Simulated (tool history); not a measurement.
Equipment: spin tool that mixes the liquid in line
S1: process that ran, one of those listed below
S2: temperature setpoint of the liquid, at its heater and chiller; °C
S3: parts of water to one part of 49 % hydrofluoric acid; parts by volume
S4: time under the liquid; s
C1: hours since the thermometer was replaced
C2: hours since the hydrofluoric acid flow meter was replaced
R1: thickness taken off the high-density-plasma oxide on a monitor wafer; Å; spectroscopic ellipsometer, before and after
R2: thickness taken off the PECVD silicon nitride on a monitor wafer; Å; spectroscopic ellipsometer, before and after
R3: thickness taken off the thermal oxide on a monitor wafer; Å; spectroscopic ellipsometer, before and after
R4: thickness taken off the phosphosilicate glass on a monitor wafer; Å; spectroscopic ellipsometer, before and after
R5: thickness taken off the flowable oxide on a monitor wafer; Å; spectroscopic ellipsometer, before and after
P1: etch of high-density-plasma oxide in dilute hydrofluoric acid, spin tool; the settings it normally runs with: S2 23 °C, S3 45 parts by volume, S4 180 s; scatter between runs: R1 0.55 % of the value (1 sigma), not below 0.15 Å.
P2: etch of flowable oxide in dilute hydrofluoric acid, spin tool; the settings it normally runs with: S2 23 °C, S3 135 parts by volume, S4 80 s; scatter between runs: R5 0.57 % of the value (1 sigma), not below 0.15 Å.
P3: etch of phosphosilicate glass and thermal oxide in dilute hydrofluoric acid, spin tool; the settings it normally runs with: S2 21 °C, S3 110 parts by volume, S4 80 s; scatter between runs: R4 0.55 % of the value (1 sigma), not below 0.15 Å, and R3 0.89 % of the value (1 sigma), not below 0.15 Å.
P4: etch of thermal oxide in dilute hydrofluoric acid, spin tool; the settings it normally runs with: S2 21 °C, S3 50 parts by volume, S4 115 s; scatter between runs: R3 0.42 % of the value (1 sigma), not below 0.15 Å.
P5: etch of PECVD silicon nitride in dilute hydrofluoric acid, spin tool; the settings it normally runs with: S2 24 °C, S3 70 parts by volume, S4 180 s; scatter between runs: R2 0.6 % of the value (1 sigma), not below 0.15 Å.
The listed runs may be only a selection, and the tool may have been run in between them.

run	day	S1	S2	S3	S4	C1	C2	R1	R2	R3	R4	R5
1	0.104	P1	23	45	180	776.4	1559.6	229.12				
2	0.212	P5	24	70	180	779	1562.2		44.275			
3	0.317	P5	24	70	180	781.5	1564.7		43.909			
4	0.517	P4	21	50	35	786.3	1569.5			30.824		
5	0.642	P1	23	30	55	789.3	1572.5	107.76				
6	0.788	P1	23	45	180	792.8	1576	229.22				
7	0.942	P3	21	200	80	796.5	1579.7			15.732	202.76	
8	1.046	P1	23	45	55	799	1582.2	70.059				
9	1.183	P1	17.5	60	180	802.3	1585.5	134.96				
10	1.3	P1	23	75	295	805.1	1588.3	216.31				
11	1.5	P2	23	135	80	809.9	1593.1					177.48
12	1.604	P2	23	135	80	812.4	1595.6					177.31
13	1.746	P1	23	45	180	815.8	1599	231.43				
14	1.854	P5	19.5	70	180	818.4	1601.6		32.096			
15	2.062	P2	17.5	135	80	823.4	1606.6					144.29
16	2.233	P1	23	45	340	827.5	1610.7	431.96				
17	2.425	P1	23	45	180	832.1	1615.3	230.3				
18	2.592	P5	24	70	345	836.1	1619.3		84.833			
19	2.7	P4	21	30	115	838.7	1621.9			172.28		
20	2.908	P4	17	50	115	843.7	1626.9			84.633		
21	3.083	P3	17	110	80	847.9	1631.1			26.815	348.42	
22	3.188	P1	19	45	180	850.4	1633.6	194.35				
23	3.338	P2	23	135	20	854	1637.2					44.295
24	3.442	P3	21	110	80	856.5	1639.7			30.55	407.26	
25	3.633	P1	23	45	180	861.1	1644.3	231.36				
26	3.792	P1	30	45	180	864.9	1648.1	305.31				
27	3.933	P5	24	110	180	868.3	1651.5		27.728			
28	4.112	P1	23	25	180	872.6	1655.8	421.97				

Predict the results of run 29:
29	4.208	P4	21	50	115	874.9	1658.1			?		

{"run 29": {"R3": 99.942}}
